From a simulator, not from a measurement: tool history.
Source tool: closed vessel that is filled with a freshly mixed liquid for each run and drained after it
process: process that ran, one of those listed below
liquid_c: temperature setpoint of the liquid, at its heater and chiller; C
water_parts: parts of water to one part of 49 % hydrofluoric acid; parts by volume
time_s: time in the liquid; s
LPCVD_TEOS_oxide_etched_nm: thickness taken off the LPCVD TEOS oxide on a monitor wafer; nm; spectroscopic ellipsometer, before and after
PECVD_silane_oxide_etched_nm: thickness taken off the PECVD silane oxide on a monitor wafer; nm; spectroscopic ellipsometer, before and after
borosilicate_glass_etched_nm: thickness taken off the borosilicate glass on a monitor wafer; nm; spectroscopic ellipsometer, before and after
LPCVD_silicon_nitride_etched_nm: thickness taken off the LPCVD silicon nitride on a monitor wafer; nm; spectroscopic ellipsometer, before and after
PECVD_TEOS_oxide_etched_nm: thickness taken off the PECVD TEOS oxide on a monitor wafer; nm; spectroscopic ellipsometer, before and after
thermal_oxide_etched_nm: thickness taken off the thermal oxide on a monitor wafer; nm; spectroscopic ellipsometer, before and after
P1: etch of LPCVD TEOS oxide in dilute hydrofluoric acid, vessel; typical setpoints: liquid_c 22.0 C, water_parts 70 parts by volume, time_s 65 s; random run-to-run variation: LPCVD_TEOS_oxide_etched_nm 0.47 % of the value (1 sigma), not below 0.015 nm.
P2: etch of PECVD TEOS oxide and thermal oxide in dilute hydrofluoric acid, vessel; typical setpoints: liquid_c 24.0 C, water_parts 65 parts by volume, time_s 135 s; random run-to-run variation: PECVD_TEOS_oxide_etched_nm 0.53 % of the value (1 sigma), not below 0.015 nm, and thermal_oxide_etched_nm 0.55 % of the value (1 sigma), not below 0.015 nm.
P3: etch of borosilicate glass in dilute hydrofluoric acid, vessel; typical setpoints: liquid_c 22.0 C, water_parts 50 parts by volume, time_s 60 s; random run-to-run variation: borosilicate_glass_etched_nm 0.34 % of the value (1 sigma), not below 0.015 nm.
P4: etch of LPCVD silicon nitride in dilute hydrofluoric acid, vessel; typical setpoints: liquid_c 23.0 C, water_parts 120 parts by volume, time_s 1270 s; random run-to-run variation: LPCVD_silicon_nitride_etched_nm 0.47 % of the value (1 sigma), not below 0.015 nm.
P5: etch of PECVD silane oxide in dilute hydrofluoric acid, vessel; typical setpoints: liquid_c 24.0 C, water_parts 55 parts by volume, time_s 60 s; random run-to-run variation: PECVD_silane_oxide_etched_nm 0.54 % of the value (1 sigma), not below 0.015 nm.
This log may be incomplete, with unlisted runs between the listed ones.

run   hour  process  liquid_c  water_parts  time_s  hours since the thermometer was replaced  hours since the hydrofluoric acid flow meter was replaced  LPCVD_TEOS_oxide_etched_nm  PECVD_silane_oxide_etched_nm  borosilicate_glass_etched_nm  LPCVD_silicon_nitride_etched_nm  PECVD_TEOS_oxide_etched_nm  thermal_oxide_etched_nm
  1   14.3       P1      22.0           70      65                                    1279.9                                                      778.9                      50.035
  2   29.2       P5      24.0           55      60                                    1294.8                                                      793.8                                                    22.223
  3   39.6       P1      28.0           70      65                                    1305.2                                                      804.2                      63.267
  4   47.4       P3      17.0           50      60                                    1313.0                                                      812.0                                                                                  27.891
  5   58.3       P1      22.0          105      65                                    1323.9                                                      822.9                      31.824
  6   71.5       P1      22.0           70     125                                    1337.1                                                      836.1                      95.726
  7   81.5       P4      23.0           35    1270                                    1347.1                                                      846.1                                                                                                                  16.3320
  8   94.6       P1      27.0           25      65                                    1360.2                                                      859.2                     182.140
  9  108.0       P1      27.5           70      95                                    1373.6                                                      872.6                      90.677
 10  118.0       P1      22.0           70      65                                    1383.6                                                      882.6                      50.222
 11  133.8       P3      22.0           20      60                                    1399.4                                                      898.4                                                                                  89.651
 12  146.2       P1      22.0           70      65                                    1411.8                                                      910.8                      49.808
 13  164.0       P5      24.0           30      60                                    1429.6                                                      928.6                                                    42.798
 14  178.7       P3      22.0           50      60                                    1444.3                                                      943.3                                                                                  34.579
 15  187.6       P5      17.0           55      60                                    1453.2                                                      952.2                                                    16.564
 16  198.3       P2      17.0           65     135                                    1463.9                                                      962.9                                                                                                                                               33.835                   7.3282
 17  212.2       P3      22.0           50      60                                    1477.8                                                      976.8                                                                                  34.572
 18  224.9       P5      24.0           55     105                                    1490.5                                                      989.5                                                    39.151
 19  242.0       P4      30.0          120    1270                                    1507.6                                                     1006.6                                                                                                                   7.6857
 20  257.0       P2      24.0           30     135                                    1522.6                                                     1021.6                                                                                                                                              101.940                  22.5370
 21  271.9       P1      22.0           70      65                                    1537.5                                                     1036.5                      49.941

What will run 22 give?
 22  285.6       P4      23.0          120    2330                                    1551.2                                                     1050.2                                                                                                                        ?

LPCVD_silicon_nitride_etched_nm: 8.9594 nm
